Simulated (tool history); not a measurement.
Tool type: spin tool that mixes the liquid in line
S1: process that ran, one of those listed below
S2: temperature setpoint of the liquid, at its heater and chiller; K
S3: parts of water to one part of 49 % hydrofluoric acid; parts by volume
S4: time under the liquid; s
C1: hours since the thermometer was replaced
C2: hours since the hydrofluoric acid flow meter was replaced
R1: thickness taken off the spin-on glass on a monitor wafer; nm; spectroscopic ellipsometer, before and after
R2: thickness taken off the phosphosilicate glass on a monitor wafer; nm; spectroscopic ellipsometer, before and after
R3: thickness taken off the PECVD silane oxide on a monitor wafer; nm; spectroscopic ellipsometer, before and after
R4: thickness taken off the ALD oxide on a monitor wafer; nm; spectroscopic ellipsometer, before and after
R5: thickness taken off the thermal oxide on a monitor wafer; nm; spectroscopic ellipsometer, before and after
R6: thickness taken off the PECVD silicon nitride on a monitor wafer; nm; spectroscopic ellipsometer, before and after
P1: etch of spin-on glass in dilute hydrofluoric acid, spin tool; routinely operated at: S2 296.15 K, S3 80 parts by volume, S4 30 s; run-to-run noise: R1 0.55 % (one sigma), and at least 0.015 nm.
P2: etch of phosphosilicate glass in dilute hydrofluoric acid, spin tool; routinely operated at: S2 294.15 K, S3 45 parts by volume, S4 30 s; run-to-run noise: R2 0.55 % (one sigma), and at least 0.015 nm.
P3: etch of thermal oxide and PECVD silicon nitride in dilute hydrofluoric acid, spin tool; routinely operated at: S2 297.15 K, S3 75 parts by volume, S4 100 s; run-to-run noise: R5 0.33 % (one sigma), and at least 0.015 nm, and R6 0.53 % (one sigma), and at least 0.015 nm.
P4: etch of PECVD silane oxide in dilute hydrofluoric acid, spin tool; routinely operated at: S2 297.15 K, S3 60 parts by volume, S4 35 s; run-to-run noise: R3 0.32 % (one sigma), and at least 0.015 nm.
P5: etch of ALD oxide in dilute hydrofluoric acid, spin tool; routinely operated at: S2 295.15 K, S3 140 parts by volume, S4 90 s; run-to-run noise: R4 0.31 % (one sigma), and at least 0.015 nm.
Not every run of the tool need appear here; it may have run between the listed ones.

{"run": 1, "hour": 3.1, "S1": "P1", "S2": 296.15, "S3": 80, "S4": 30, "C1": 1320.4, "C2": 529.9, "R1": 12.944}
{"run": 2, "hour": 6.8, "S1": "P1", "S2": 300.15, "S3": 80, "S4": 30, "C1": 1324.1, "C2": 533.6, "R1": 15.237}
{"run": 3, "hour": 10.0, "S1": "P2", "S2": 294.15, "S3": 45, "S4": 15, "C1": 1327.3, "C2": 536.8, "R2": 29.395}
{"run": 4, "hour": 12.9, "S1": "P4", "S2": 301.15, "S3": 60, "S4": 35, "C1": 1330.2, "C2": 539.7, "R3": 11.0}
{"run": 5, "hour": 15.2, "S1": "P1", "S2": 296.15, "S3": 80, "S4": 30, "C1": 1332.5, "C2": 542.0, "R1": 13.016}
{"run": 6, "hour": 18.4, "S1": "P1", "S2": 290.65, "S3": 80, "S4": 30, "C1": 1335.7, "C2": 545.2, "R1": 10.452}
{"run": 7, "hour": 20.8, "S1": "P5", "S2": 295.15, "S3": 140, "S4": 90, "C1": 1338.1, "C2": 547.6, "R4": 13.233}
{"run": 8, "hour": 24.7, "S1": "P5", "S2": 303.65, "S3": 140, "S4": 90, "C1": 1342.0, "C2": 551.5, "R4": 18.228}
{"run": 9, "hour": 28.8, "S1": "P3", "S2": 297.15, "S3": 75, "S4": 175, "C1": 1346.1, "C2": 555.6, "R5": 11.17, "R6": 13.006}
{"run": 10, "hour": 33.6, "S1": "P4", "S2": 297.15, "S3": 20, "S4": 35, "C1": 1350.9, "C2": 560.4, "R3": 29.566}
{"run": 11, "hour": 38.1, "S1": "P3", "S2": 297.15, "S3": 140, "S4": 100, "C1": 1355.4, "C2": 564.9, "R5": 3.1768, "R6": 3.9803}
{"run": 12, "hour": 41.4, "S1": "P2", "S2": 294.15, "S3": 45, "S4": 30, "C1": 1358.7, "C2": 568.2, "R2": 58.89}
{"run": 13, "hour": 44.4, "S1": "P1", "S2": 296.15, "S3": 135, "S4": 30, "C1": 1361.7, "C2": 571.2, "R1": 7.2452}
{"run": 14, "hour": 48.2, "S1": "P1", "S2": 296.15, "S3": 80, "S4": 15, "C1": 1365.5, "C2": 575.0, "R1": 6.427}
{"run": 15, "hour": 52.1, "S1": "P5", "S2": 295.15, "S3": 50, "S4": 90, "C1": 1369.4, "C2": 578.9, "R4": 40.962}
{"run": 16, "hour": 55.9, "S1": "P1", "S2": 296.15, "S3": 80, "S4": 30, "C1": 1373.2, "C2": 582.7, "R1": 12.988}
{"run": 17, "hour": 58.8, "S1": "P1", "S2": 296.15, "S3": 80, "S4": 30, "C1": 1376.1, "C2": 585.6, "R1": 12.915}
{"run": 18, "hour": 62.7, "S1": "P1", "S2": 296.15, "S3": 80, "S4": 60, "C1": 1380.0, "C2": 589.5, "R1": 26.095}
{"run": 19, "hour": 67.3, "S1": "P4", "S2": 297.15, "S3": 60, "S4": 55, "C1": 1384.6, "C2": 594.1, "R3": 14.718}
{"run": 20, "hour": 70.4, "S1": "P1", "S2": 296.15, "S3": 30, "S4": 15, "C1": 1387.7, "C2": 597.2, "R1": 18.43}
{"run": 21, "hour": 75.2, "S1": "P1", "S2": 296.15, "S3": 35, "S4": 15, "C1": 1392.5, "C2": 602.0, "R1": 15.768}
{"run": 22, "hour": 79.5, "S1": "P1", "S2": 296.15, "S3": 80, "S4": 30, "C1": 1396.8, "C2": 606.3, "R1": 13.078}
{"run": 23, "hour": 82.5, "S1": "P5", "S2": 295.15, "S3": 140, "S4": 40, "C1": 1399.8, "C2": 609.3, "R4": 5.8388}
{"run": 24, "hour": 84.7, "S1": "P1", "S2": 296.15, "S3": 50, "S4": 30, "C1": 1402.0, "C2": 611.5, "R1": 21.615}
{"run": 25, "hour": 87.1, "S1": "P1", "S2": 296.15, "S3": 80, "S4": 30, "C1": 1404.4, "C2": 613.9, "R1": 13.057}
{"run": 26, "hour": 91.1, "S1": "P2", "S2": 294.15, "S3": 75, "S4": 30, "C1": 1408.4, "C2": 617.9, "R2": 33.714}
{"run": 27, "hour": 94.5, "S1": "P3", "S2": 297.15, "S3": 75, "S4": 100, "C1": 1411.8, "C2": 621.3, "R5": 6.43, "R6": 7.4194}
{"run": 28, "hour": 97.8, "S1": "P1", "S2": 290.65, "S3": 80, "S4": 15, "C1": 1415.1, "C2": 624.6, "R1": 5.1337}
{"run": 29, "hour": 100.0, "S1": "P3", "S2": 305.15, "S3": 75, "S4": 100, "C1": 1417.3, "C2": 626.8, "R5": 8.7958, "R6": 12.56}
{"hour": 102.2, "done": "hydrofluoric acid flow meter replaced"}
{"run": 30, "hour": 104.5, "S1": "P2", "S2": 290.15, "S3": 45, "S4": 30, "C1": 1421.8, "C2": 2.4, "R2": 49.931}
{"run": 31, "hour": 107.1, "S1": "P4", "S2": 297.15, "S3": 60, "S4": 35, "C1": 1424.4, "C2": 5.0, "R3": 9.3674}
{"run": 32, "hour": 112.0, "S1": "P1", "S2": 296.15, "S3": 80, "S4": 30, "C1": 1429.3, "C2": 9.9, "R1": 12.938}
{"run": 33, "hour": 115.6, "S1": "P1", "S2": 296.15, "S3": 80, "S4": 30, "C1": 1432.9, "C2": 13.5, "R1": 13.036}
{"run": 34, "hour": 120.2, "S1": "P1", "S2": 296.15, "S3": 80, "S4": 30, "C1": 1437.5, "C2": 18.1, "R1": 12.694}
{"run": 35, "hour": 124.4, "S1": "P1", "S2": 296.15, "S3": 80, "S4": 30, "C1": 1441.7, "C2": 22.3, "R1": 12.394}
{"run": 36, "hour": 126.7, "S1": "P1", "S2": 296.15, "S3": 80, "S4": 30, "C1": 1444.0, "C2": 24.6, "R1": 12.149}
{"run": 37, "hour": 129.1, "S1": "P1", "S2": 296.15, "S3": 80, "S4": 30, "C1": 1446.4, "C2": 27.0, "R1": 12.379}
{"run": 38, "hour": 132.9, "S1": "P1", "S2": 296.15, "S3": 80, "S4": 30, "C1": 1450.2, "C2": 30.8, "R1": 12.106}
{"run": 39, "hour": 137.1, "S1": "P1", "S2": 296.15, "S3": 80, "S4": 30, "C1": 1454.4, "C2": 35.0, "R1": 12.194}
{"run": 40, "hour": 140.8, "S1": "P1", "S2": 296.15, "S3": 80, "S4": 30, "C1": 1458.1, "C2": 38.7, "R1": 12.197}
{"run": 41, "hour": 144.4, "S1": "P1", "S2": 296.15, "S3": 80, "S4": 30, "C1": 1461.7, "C2": 42.3, "R1": 12.28}
{"run": 42, "hour": 149.0, "S1": "P1", "S2": 296.15, "S3": 80, "S4": 30, "C1": 1466.3, "C2": 46.9, "R1": 12.126}
{"run": 43, "hour": 152.4, "S1": "P1", "S2": 296.15, "S3": 80, "S4": 30, "C1": 1469.7, "C2": 50.3, "R1": 12.212}

P1 no longer gives what it gave before; its output has crept away from where it was. The following 2 causes, each at its listed size, fit the log equally well:
A: liquid colder than its thermometer reads (K) = 1.84
B: hydrofluoric acid flow below the setpoint (%) = 6.57
The onset of the drift is placed at about hour 115.6.

Question marks stand in for the results of the 4 check runs listed below, each run on one wafer. Under which run would the listed causes show clearly different results?
{"run": "check 1", "hour": 155.8, "S1": "P3", "S2": 305.15, "S3": 135, "S4": 100, "R5": "?", "R6": "?"}
{"run": "check 2", "hour": 155.8, "S1": "P2", "S2": 290.15, "S3": 75, "S4": 30, "R2": "?"}
{"run": "check 3", "hour": 155.8, "S1": "P5", "S2": 303.15, "S3": 80, "S4": 90, "R4": "?"}
{"run": "check 4", "hour": 155.8, "S1": "P4", "S2": 301.15, "S3": 60, "S4": 35, "R3": "?"}

Outcome of each check run for each possible cause:
check=check_1 result=R5 if_A=4.1746 if_B=4.1129
check=check_1 result=R6 if_A=6.1415 if_B=6.4112
check=check_2 result=R2 if_A=26.427 if_B=26.582
check=check_3 result=R4 if_A=31.6540 if_B=31.4830
check=check_4 result=R3 if_A=10.2120 if_B=10.2040
How far apart the two closest causes lie, in the result that separates them most: check 1 4.3 %; check 2 0.58 %; check 3 0.54 %; check 4 0.08 %
Check 1 distinguishes between the causes, while the remaining checks would return nearly the same result for all of them.

Running check 1 produced the following: R5 4.2134 nm; R6 6.1168 nm. Which one of the listed causes fits?

A is the cause: liquid colder than its thermometer reads (K).
